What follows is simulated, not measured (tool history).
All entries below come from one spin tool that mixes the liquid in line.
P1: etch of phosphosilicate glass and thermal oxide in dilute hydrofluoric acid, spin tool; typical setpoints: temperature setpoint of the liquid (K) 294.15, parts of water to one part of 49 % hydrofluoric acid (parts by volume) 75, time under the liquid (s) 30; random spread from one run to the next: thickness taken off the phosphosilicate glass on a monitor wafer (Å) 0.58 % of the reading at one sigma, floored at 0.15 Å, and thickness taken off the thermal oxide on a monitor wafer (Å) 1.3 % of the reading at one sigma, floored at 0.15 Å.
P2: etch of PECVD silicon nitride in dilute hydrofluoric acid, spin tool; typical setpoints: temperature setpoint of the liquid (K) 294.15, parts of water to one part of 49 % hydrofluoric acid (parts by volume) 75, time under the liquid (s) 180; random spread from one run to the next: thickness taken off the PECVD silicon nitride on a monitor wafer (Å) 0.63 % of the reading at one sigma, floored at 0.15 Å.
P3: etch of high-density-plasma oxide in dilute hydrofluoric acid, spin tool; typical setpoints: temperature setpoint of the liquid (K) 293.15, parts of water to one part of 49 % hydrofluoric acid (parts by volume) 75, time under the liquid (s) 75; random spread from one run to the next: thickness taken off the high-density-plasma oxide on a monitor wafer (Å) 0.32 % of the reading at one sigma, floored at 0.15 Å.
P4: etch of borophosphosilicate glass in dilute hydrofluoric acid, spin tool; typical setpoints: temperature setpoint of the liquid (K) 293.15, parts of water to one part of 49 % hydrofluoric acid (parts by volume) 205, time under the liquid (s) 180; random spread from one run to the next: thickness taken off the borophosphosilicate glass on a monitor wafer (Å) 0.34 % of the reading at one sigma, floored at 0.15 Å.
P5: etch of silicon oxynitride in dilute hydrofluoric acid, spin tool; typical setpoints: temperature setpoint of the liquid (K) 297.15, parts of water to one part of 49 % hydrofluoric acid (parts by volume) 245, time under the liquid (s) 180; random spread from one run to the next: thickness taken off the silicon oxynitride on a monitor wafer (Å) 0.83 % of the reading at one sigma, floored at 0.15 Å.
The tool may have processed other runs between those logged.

run,hour,process that ran,temperature setpoint of the liquid (K),parts of water to one part of 49 % hydrofluoric acid (parts by volume),time under the liquid (s),hours since the thermometer was replaced,hours since the hydrofluoric acid flow meter was replaced,thickness taken off the phosphosilicate glass on a monitor wafer (Å),thickness taken off the thermal oxide on a monitor wafer (Å),thickness taken off the high-density-plasma oxide on a monitor wafer (Å),thickness taken off the silicon oxynitride on a monitor wafer (Å),thickness taken off the PECVD silicon nitride on a monitor wafer (Å),thickness taken off the borophosphosilicate glass on a monitor wafer (Å)
1,3.7,P1,294.15,75,30,484.3,596.5,613.15,17.5880,,,,
2,7.2,P3,293.15,75,75,487.8,600.0,,,93.630,,,
3,11.6,P5,297.15,245,15,492.2,604.4,,,,1.9196,,
4,14.5,P1,294.15,75,15,495.1,607.3,306.72,8.9057,,,,
5,17.7,P2,294.15,75,355,498.3,610.5,,,,,70.303,
6,20.8,P1,290.15,75,30,501.4,613.6,517.77,14.7330,,,,
7,24.8,P1,300.65,75,30,505.4,617.6,806.49,22.6720,,,,
8,27.8,P1,294.15,115,30,508.4,620.6,384.20,10.8780,,,,
9,30.0,P3,293.15,75,150,510.6,622.8,,,186.820,,,
10,33.1,P1,294.15,75,30,513.7,625.9,616.92,16.9720,,,,
11,37.2,P1,294.15,75,60,517.8,630.0,1231.60,34.9760,,,,
12,41.4,P4,300.65,205,180,522.0,634.2,,,,,,287.520
13,44.5,P1,300.15,130,30,525.1,637.3,419.86,11.5260,,,,
14,46.8,P4,293.15,40,180,527.4,639.6,,,,,,1335.000
15,49.4,P5,297.15,335,180,530.0,642.2,,,,17.0920,,
16,53.4,P3,293.15,20,75,534.0,646.2,,,374.130,,,
17,56.8,P4,293.15,205,180,537.4,649.6,,,,,,217.010
18,59.4,P1,300.65,115,30,540.0,652.2,496.12,13.7700,,,,
19,61.8,P3,290.15,75,75,542.4,654.6,,,81.935,,,
20,64.3,P4,293.15,205,15,544.9,657.1,,,,,,17.953
21,68.2,P5,297.15,245,180,548.8,661.0,,,,24.3630,,
22,71.7,P2,290.15,75,180,552.3,664.5,,,,,26.891,
# hour 72.7: thermometer replaced
23,75.3,P1,294.15,45,30,2.6,668.1,1071.90,29.6400,,,,
24,80.0,P1,290.15,75,50,7.3,672.8,868.17,25.2870,,,,
25,84.0,P1,294.15,75,30,11.3,676.8,612.38,17.5050,,,,
26,88.8,P2,294.15,120,180,16.1,681.6,,,,,22.452,
27,92.4,P1,294.15,75,30,19.7,685.2,619.69,17.7040,,,,
28,94.7,P1,294.15,75,30,22.0,687.5,617.93,17.2720,,,,
29,99.2,P5,297.15,245,180,26.5,692.0,,,,24.9890,,
30,103.2,P2,294.15,75,180,30.5,696.0,,,,,35.502,
31,107.4,P5,290.15,245,180,34.7,700.2,,,,18.1190,,
32,111.1,P1,294.15,75,30,38.4,703.9,614.30,17.7260,,,,
33,115.9,P1,294.15,75,30,43.2,708.7,634.61,17.3690,,,,
34,119.4,P1,294.15,75,30,46.7,712.2,636.42,18.3310,,,,
35,122.3,P1,294.15,75,30,49.6,715.1,644.06,18.9230,,,,
36,127.1,P1,294.15,75,30,54.4,719.9,651.02,18.3340,,,,
37,131.9,P1,294.15,75,30,59.2,724.7,650.91,18.4700,,,,
38,136.5,P1,294.15,75,30,63.8,729.3,657.61,18.4720,,,,
39,139.3,P1,294.15,75,30,66.6,732.1,655.31,18.2300,,,,
40,143.2,P1,294.15,75,30,70.5,736.0,659.91,18.5200,,,,
41,146.6,P1,294.15,75,30,73.9,739.4,666.05,18.6970,,,,

P1 has crept away from where it was. The log is fitted equally well by each of these 2 causes, at the sizes shown:
A: hydrofluoric acid flow above the setpoint (%) = 6.15
B: liquid hotter than its thermometer reads (K) = 1.58
The gradual shift began around hour 111.1.

Consider the 4 single-wafer check runs listed below, results given as question marks: which one distinguishes between the causes by giving clearly different results for each?
check 1,150.0,P3,293.15,25,130,,,,,?,,,
check 2,150.0,P4,293.15,60,180,,,,,,,,?
check 3,150.0,P2,290.15,75,350,,,,,,,?,
check 4,150.0,P5,291.15,245,180,,,,,,?,,

Expected result of each check under each candidate cause:
check,result,if A,if B
check 1,thickness taken off the high-density-plasma oxide on a monitor wafer (Å),547.630,551.190
check 2,thickness taken off the borophosphosilicate glass on a monitor wafer (Å),924.850,927.000
check 3,thickness taken off the PECVD silicon nitride on a monitor wafer (Å),55.614,58.618
check 4,thickness taken off the silicon oxynitride on a monitor wafer (Å),20.1140,20.2100
How far apart the two closest causes lie, in the result that separates them most: check 1 0.65 %; check 2 0.23 %; check 3 5.26 %; check 4 0.47 %
The other checks would show nearly matching results whichever cause is true, so check 3 is the only one that separates the causes.

Check 3 was carried out, with these results: thickness taken off the PECVD silicon nitride on a monitor wafer (Å) 56.336. Which of the listed causes is responsible?

The correct cause is A, namely: hydrofluoric acid flow above the setpoint (%).

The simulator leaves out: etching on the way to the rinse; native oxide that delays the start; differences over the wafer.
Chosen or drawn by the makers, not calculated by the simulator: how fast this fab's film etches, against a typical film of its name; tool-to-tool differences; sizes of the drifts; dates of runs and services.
